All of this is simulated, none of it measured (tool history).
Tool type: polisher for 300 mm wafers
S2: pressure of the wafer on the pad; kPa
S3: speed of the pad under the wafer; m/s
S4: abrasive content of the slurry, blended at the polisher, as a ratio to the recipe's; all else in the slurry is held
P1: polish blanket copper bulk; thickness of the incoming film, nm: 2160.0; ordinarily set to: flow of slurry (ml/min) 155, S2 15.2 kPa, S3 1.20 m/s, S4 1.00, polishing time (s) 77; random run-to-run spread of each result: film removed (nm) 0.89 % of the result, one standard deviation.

{"run": 1, "hour": 2.6, "flow of slurry (ml/min)": 155, "S2": 15.2, "S3": 1.2, "S4": 1.0, "polishing time (s)": 77, "film removed (nm)": 687.93}
{"run": 2, "hour": 7.4, "flow of slurry (ml/min)": 215, "S2": 15.2, "S3": 1.2, "S4": 0.65, "polishing time (s)": 77, "film removed (nm)": 656.84}
{"run": 3, "hour": 10.8, "flow of slurry (ml/min)": 155, "S2": 15.2, "S3": 1.2, "S4": 1.0, "polishing time (s)": 39, "film removed (nm)": 349.76}
{"run": 4, "hour": 14.0, "flow of slurry (ml/min)": 95, "S2": 15.2, "S3": 1.2, "S4": 1.0, "polishing time (s)": 77, "film removed (nm)": 608.05}
{"run": 5, "hour": 16.4, "flow of slurry (ml/min)": 240, "S2": 15.2, "S3": 1.2, "S4": 1.0, "polishing time (s)": 77, "film removed (nm)": 734.64}
{"run": 6, "hour": 20.4, "flow of slurry (ml/min)": 155, "S2": 22.8, "S3": 0.88, "S4": 1.0, "polishing time (s)": 77, "film removed (nm)": 758.04}
{"run": 7, "hour": 22.9, "flow of slurry (ml/min)": 155, "S2": 15.2, "S3": 1.2, "S4": 1.0, "polishing time (s)": 77, "film removed (nm)": 684.96}
{"run": 8, "hour": 26.3, "flow of slurry (ml/min)": 155, "S2": 15.2, "S3": 1.2, "S4": 0.55, "polishing time (s)": 77, "film removed (nm)": 601.75}
{"run": 9, "hour": 30.3, "flow of slurry (ml/min)": 155, "S2": 15.2, "S3": 1.2, "S4": 1.0, "polishing time (s)": 118, "film removed (nm)": 1049.9}
{"run": 10, "hour": 35.3, "flow of slurry (ml/min)": 155, "S2": 15.2, "S3": 1.2, "S4": 1.35, "polishing time (s)": 77, "film removed (nm)": 744.24}
{"run": 11, "hour": 38.4, "flow of slurry (ml/min)": 155, "S2": 15.2, "S3": 1.2, "S4": 1.0, "polishing time (s)": 77, "film removed (nm)": 686.35}
{"run": 12, "hour": 42.8, "flow of slurry (ml/min)": 155, "S2": 15.2, "S3": 1.2, "S4": 1.0, "polishing time (s)": 77, "film removed (nm)": 683.91}
{"run": 13, "hour": 47.6, "flow of slurry (ml/min)": 155, "S2": 15.2, "S3": 1.64, "S4": 1.0, "polishing time (s)": 77, "film removed (nm)": 949.34}
{"run": 14, "hour": 51.3, "flow of slurry (ml/min)": 155, "S2": 6.9, "S3": 1.2, "S4": 1.0, "polishing time (s)": 77, "film removed (nm)": 307.85}
{"run": 15, "hour": 55.6, "flow of slurry (ml/min)": 190, "S2": 15.2, "S3": 1.76, "S4": 1.0, "polishing time (s)": 77, "film removed (nm)": 1034.4}
{"run": 16, "hour": 59.5, "flow of slurry (ml/min)": 155, "S2": 15.2, "S3": 0.54, "S4": 1.0, "polishing time (s)": 77, "film removed (nm)": 303.7}
{"run": 17, "hour": 63.2, "flow of slurry (ml/min)": 155, "S2": 23.4, "S3": 1.2, "S4": 1.0, "polishing time (s)": 77, "film removed (nm)": 1053.5}
{"run": 18, "hour": 67.7, "flow of slurry (ml/min)": 155, "S2": 15.2, "S3": 1.2, "S4": 1.0, "polishing time (s)": 77, "film removed (nm)": 681.78}
{"run": 19, "hour": 71.2, "flow of slurry (ml/min)": 155, "S2": 15.2, "S3": 1.2, "S4": 1.0, "polishing time (s)": 77, "film removed (nm)": 674.77}
{"run": 20, "hour": 75.0, "flow of slurry (ml/min)": 155, "S2": 15.2, "S3": 1.2, "S4": 1.0, "polishing time (s)": 77, "film removed (nm)": 649.75}
{"run": 21, "hour": 79.5, "flow of slurry (ml/min)": 155, "S2": 15.2, "S3": 1.2, "S4": 1.0, "polishing time (s)": 77, "film removed (nm)": 647.17}
{"run": 22, "hour": 82.5, "flow of slurry (ml/min)": 155, "S2": 15.2, "S3": 1.2, "S4": 1.0, "polishing time (s)": 77, "film removed (nm)": 637.32}
{"hour": 85.5, "done": "slurry blender recalibrated"}
{"run": 23, "hour": 87.7, "flow of slurry (ml/min)": 155, "S2": 15.2, "S3": 1.2, "S4": 1.0, "polishing time (s)": 77, "film removed (nm)": 633.05}
{"hour": 90.0, "done": "head pressure recalibrated"}
{"run": 24, "hour": 91.5, "flow of slurry (ml/min)": 155, "S2": 15.2, "S3": 1.2, "S4": 1.0, "polishing time (s)": 77, "film removed (nm)": 630.96}
{"run": 25, "hour": 96.0, "flow of slurry (ml/min)": 155, "S2": 15.2, "S3": 1.2, "S4": 1.0, "polishing time (s)": 77, "film removed (nm)": 620.94}
{"run": 26, "hour": 99.1, "flow of slurry (ml/min)": 155, "S2": 15.2, "S3": 1.2, "S4": 1.0, "polishing time (s)": 77, "film removed (nm)": 618.56}
{"run": 27, "hour": 104.1, "flow of slurry (ml/min)": 155, "S2": 15.2, "S3": 1.2, "S4": 1.0, "polishing time (s)": 77, "film removed (nm)": 614.15}
{"run": 28, "hour": 107.7, "flow of slurry (ml/min)": 155, "S2": 15.2, "S3": 1.2, "S4": 1.0, "polishing time (s)": 77, "film removed (nm)": 608.71}

Run 29 is up next; what results do you expect?
{"run": 29, "hour": 110.2, "flow of slurry (ml/min)": 155, "S2": 15.2, "S3": 1.2, "S4": 1.0, "polishing time (s)": 77, "film removed (nm)": "?"}

film removed (nm): 622.21
